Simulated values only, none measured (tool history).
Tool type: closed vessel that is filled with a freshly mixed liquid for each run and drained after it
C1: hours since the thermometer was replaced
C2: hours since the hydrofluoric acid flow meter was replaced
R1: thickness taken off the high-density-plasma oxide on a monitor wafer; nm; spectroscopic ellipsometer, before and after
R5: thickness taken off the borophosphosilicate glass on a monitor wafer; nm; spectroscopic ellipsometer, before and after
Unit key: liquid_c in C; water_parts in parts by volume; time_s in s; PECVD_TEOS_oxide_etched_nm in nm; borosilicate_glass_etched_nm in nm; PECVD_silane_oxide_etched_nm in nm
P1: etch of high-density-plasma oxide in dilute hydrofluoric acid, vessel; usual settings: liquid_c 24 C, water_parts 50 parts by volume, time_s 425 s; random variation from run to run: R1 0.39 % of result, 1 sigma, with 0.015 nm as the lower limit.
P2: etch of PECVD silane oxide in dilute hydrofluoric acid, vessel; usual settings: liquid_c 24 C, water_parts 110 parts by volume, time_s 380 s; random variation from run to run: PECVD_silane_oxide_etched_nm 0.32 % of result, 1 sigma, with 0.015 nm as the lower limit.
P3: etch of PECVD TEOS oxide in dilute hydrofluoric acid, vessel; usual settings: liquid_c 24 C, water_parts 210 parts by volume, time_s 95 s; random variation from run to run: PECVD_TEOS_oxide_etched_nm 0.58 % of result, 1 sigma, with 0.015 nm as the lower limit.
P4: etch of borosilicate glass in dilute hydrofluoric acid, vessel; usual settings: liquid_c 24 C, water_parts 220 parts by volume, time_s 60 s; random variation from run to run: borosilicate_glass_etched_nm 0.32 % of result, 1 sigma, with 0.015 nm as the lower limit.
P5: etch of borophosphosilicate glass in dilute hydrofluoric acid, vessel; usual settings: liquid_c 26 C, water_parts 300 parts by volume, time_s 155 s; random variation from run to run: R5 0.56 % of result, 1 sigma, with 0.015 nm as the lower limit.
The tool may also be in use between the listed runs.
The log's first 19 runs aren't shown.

Run 20, hour 108.2: process P2, liquid_c 24 C, water_parts 110 parts by volume, time_s 380 s; C1 431.8; C2 430.7. Result: PECVD_silane_oxide_etched_nm 53.674 nm.
Run 21, hour 112.7: process P1, liquid_c 24 C, water_parts 50 parts by volume, time_s 425 s; C1 436.3; C2 435.2. Result: R1 46.589 nm.
Run 22, hour 118.7: process P5, liquid_c 26 C, water_parts 300 parts by volume, time_s 65 s; C1 442.3; C2 441.2. Result: R5 10.723 nm.
Run 23, hour 126.3: process P5, liquid_c 26 C, water_parts 65 parts by volume, time_s 155 s; C1 449.9; C2 448.8. Result: R5 155.96 nm.
Run 24, hour 130.5: process P2, liquid_c 24 C, water_parts 110 parts by volume, time_s 610 s; C1 454.1; C2 453. Result: PECVD_silane_oxide_etched_nm 85.825 nm.
Run 25, hour 136.4: process P1, liquid_c 24 C, water_parts 20 parts by volume, time_s 745 s; C1 460; C2 458.9. Result: R1 212.05 nm.
Run 26, hour 142: process P2, liquid_c 24 C, water_parts 20 parts by volume, time_s 380 s; C1 465.6; C2 464.5. Result: PECVD_silane_oxide_etched_nm 331.67 nm.
Run 27, hour 147.1: process P1, liquid_c 24 C, water_parts 50 parts by volume, time_s 425 s; C1 470.7; C2 469.6. Result: R1 46.154 nm.
Run 28, hour 153: process P1, liquid_c 24 C, water_parts 50 parts by volume, time_s 425 s; C1 476.6; C2 475.5. Result: R1 46.106 nm.
Run 29, hour 157: process P1, liquid_c 24 C, water_parts 50 parts by volume, time_s 110 s; C1 480.6; C2 479.5. Result: R1 11.968 nm.
Run 30, hour 163.1: process P1, liquid_c 24 C, water_parts 50 parts by volume, time_s 720 s; C1 486.7; C2 485.6. Result: R1 78.171 nm.
At hour 164: hydrofluoric acid flow meter replaced.
Run 31, hour 168.9: process P1, liquid_c 24 C, water_parts 50 parts by volume, time_s 425 s; C1 492.5; C2 4.9. Result: R1 46.264 nm.
Run 32, hour 174.2: process P2, liquid_c 28.5 C, water_parts 110 parts by volume, time_s 380 s; C1 497.8; C2 10.2. Result: PECVD_silane_oxide_etched_nm 63.485 nm.
Run 33, hour 181.3: process P1, liquid_c 19 C, water_parts 50 parts by volume, time_s 425 s; C1 504.9; C2 17.3. Result: R1 37.596 nm.
Run 34, hour 187.9: process P4, liquid_c 32 C, water_parts 220 parts by volume, time_s 60 s; C1 511.5; C2 23.9. Result: borosilicate_glass_etched_nm 12.11 nm.
Run 35, hour 193.4: process P5, liquid_c 33 C, water_parts 300 parts by volume, time_s 155 s; C1 517; C2 29.4. Result: R5 32.456 nm.
Run 36, hour 198.2: process P1, liquid_c 24 C, water_parts 50 parts by volume, time_s 425 s; C1 521.8; C2 34.2. Result: R1 46.094 nm.
Run 37, hour 204.2: process P1, liquid_c 24 C, water_parts 50 parts by volume, time_s 425 s; C1 527.8; C2 40.2. Result: R1 45.136 nm.
Run 38, hour 210.6: process P1, liquid_c 24 C, water_parts 50 parts by volume, time_s 425 s; C1 534.2; C2 46.6. Result: R1 44.087 nm.

Forecast run 39:
Run 39, hour 214.9: process P1, liquid_c 24 C, water_parts 50 parts by volume, time_s 425 s; C1 538.5; C2 50.9. Result: R1 ?.

{"run 39": {"R1": 43.857}}

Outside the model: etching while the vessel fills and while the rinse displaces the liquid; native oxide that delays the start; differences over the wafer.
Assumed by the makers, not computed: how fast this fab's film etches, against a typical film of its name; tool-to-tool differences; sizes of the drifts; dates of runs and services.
